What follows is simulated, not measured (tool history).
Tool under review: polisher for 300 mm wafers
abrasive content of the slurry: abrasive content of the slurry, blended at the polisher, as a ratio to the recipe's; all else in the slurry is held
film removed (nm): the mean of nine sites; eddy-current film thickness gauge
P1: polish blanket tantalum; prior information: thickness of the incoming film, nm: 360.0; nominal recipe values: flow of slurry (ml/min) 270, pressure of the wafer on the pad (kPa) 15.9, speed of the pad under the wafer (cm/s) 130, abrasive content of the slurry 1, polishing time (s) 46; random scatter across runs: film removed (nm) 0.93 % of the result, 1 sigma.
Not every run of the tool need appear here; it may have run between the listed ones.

run	hour	flow of slurry (ml/min)	pressure of the wafer on the pad (kPa)	speed of the pad under the wafer (cm/s)	abrasive content of the slurry	polishing time (s)	wafers polished on this pad	hours since the slurry nozzle was cleaned	hours since the head pressure was calibrated	hours since the slurry blender was calibrated	film removed (nm)
1	3.5	270	15.9	130	1	46	478	116.8	1088.8	73.3	109.92
2	7.1	270	15.9	130	1	28	506	120.4	1092.4	76.9	67.447
# hour 8.1: slurry nozzle cleaned
3	9.9	270	15.9	130	1	46	528	1.8	1095.2	79.7	111.92
4	12.5	270	15.9	72	1	46	549	4.4	1097.8	82.3	61.192
5	15.5	410	15.9	130	1	46	572	7.4	1100.8	85.3	115
6	18.1	270	9	130	1	46	593	10	1103.4	87.9	61.601
7	22.3	270	15.9	60	1.35	46	626	14.2	1107.6	92.1	56.277
8	24.8	270	24.1	130	1	46	645	16.7	1110.1	94.6	168.33
9	27.9	270	15.9	130	1	69	670	19.8	1113.2	97.7	166.63
10	30.4	270	15.9	130	1	46	690	22.3	1115.7	100.2	111.6
11	33.8	270	15.9	130	1	46	716	25.7	1119.1	103.6	108.35
12	36.5	270	15.9	198	1	46	738	28.4	1121.8	106.3	169.85
13	39.3	270	15.9	130	1	46	760	31.2	1124.6	109.1	108.38
14	42.8	270	15.9	130	0.55	46	787	34.7	1128.1	112.6	88.588
15	47.5	415	15.9	130	1	69	824	39.4	1132.8	117.3	171.81
16	50.5	170	15.9	130	1	46	848	42.4	1135.8	120.3	103.8
# hour 51.7: slurry blender recalibrated
17	53.3	270	15.9	130	1	46	870	45.2	1138.6	1.7	111.25
18	57.3	270	15.9	130	1.5	46	901	49.2	1142.6	5.7	120.71
19	61.6	270	15.9	130	1	46	935	53.5	1146.9	10	111.55
20	66.9	270	15.9	130	1	46	977	58.8	1152.2	15.3	104.06
21	70.8	270	15.9	130	1	46	1008	62.7	1156.1	19.2	102.06
# hour 73.3: head pressure recalibrated
22	75.6	270	15.9	130	1	46	1045	67.5	2.3	24	99.108
23	78	270	15.9	130	1	46	1064	69.9	4.7	26.4	100.06
24	83.3	270	15.9	130	1	46	1106	75.2	10	31.7	98.698
# hour 84.9: slurry nozzle cleaned
25	86.3	270	15.9	130	1	46	1130	1.5	13	34.7	98.047
26	89.8	270	15.9	130	1	46	1157	5	16.5	38.2	95.935
27	94.7	270	15.9	130	1	46	1196	9.9	21.4	43.1	96.048

Compared with where it was, what P1 gives has crept away. Each cause listed below fits the log as well as the rest, at the size given for it:
A: abrasive missing from the slurry, % = 31.7
B: removal rate lost through wear of the pad, % = 11.7
At approximately hour 61.6, the process output began to creep.
Each remaining cause and why it is not a fit:
slurry flow missing at the pad, %: its service at hour 84.9 followed the start of the drift and did not put the process back to its old value
head's pressure below its setpoint, %: its service at hour 73.3 followed the start of the drift and did not put the process back to its old value

Below are 4 check runs, each averaged over 3 wafers, with their results shown as question marks. Which of them would give clearly different results depending on which cause is behind the drift?
check 1	99.6	270	15.9	130	0.65	46					?
check 2	99.6	270	24.1	130	1	46					?
check 3	99.6	405	15.9	130	1	32					?
check 4	99.6	270	22.8	194	1	46					?

If the cause were each of the candidates in turn, the checks would give the following:
check	result	if A	if B
check 1	film removed (nm)	81.291	84.471
check 2	film removed (nm)	148.3	148.32
check 3	film removed (nm)	70.079	70.086
check 4	film removed (nm)	208.67	208.69
Per check, the gap between the least separated pair of causes, taken in the result that splits them most: check 1 3.84 %; check 2 0.01 %; check 3 0.01 %; check 4 0.01 %
Of the check runs offered, only check 1 discriminates between the causes; the rest would read about the same regardless of which cause applies.

Then check 1 was run and gave: film removed (nm) 81.429. Which cause is it?

Of the candidate causes, it is A: abrasive missing from the slurry, %.
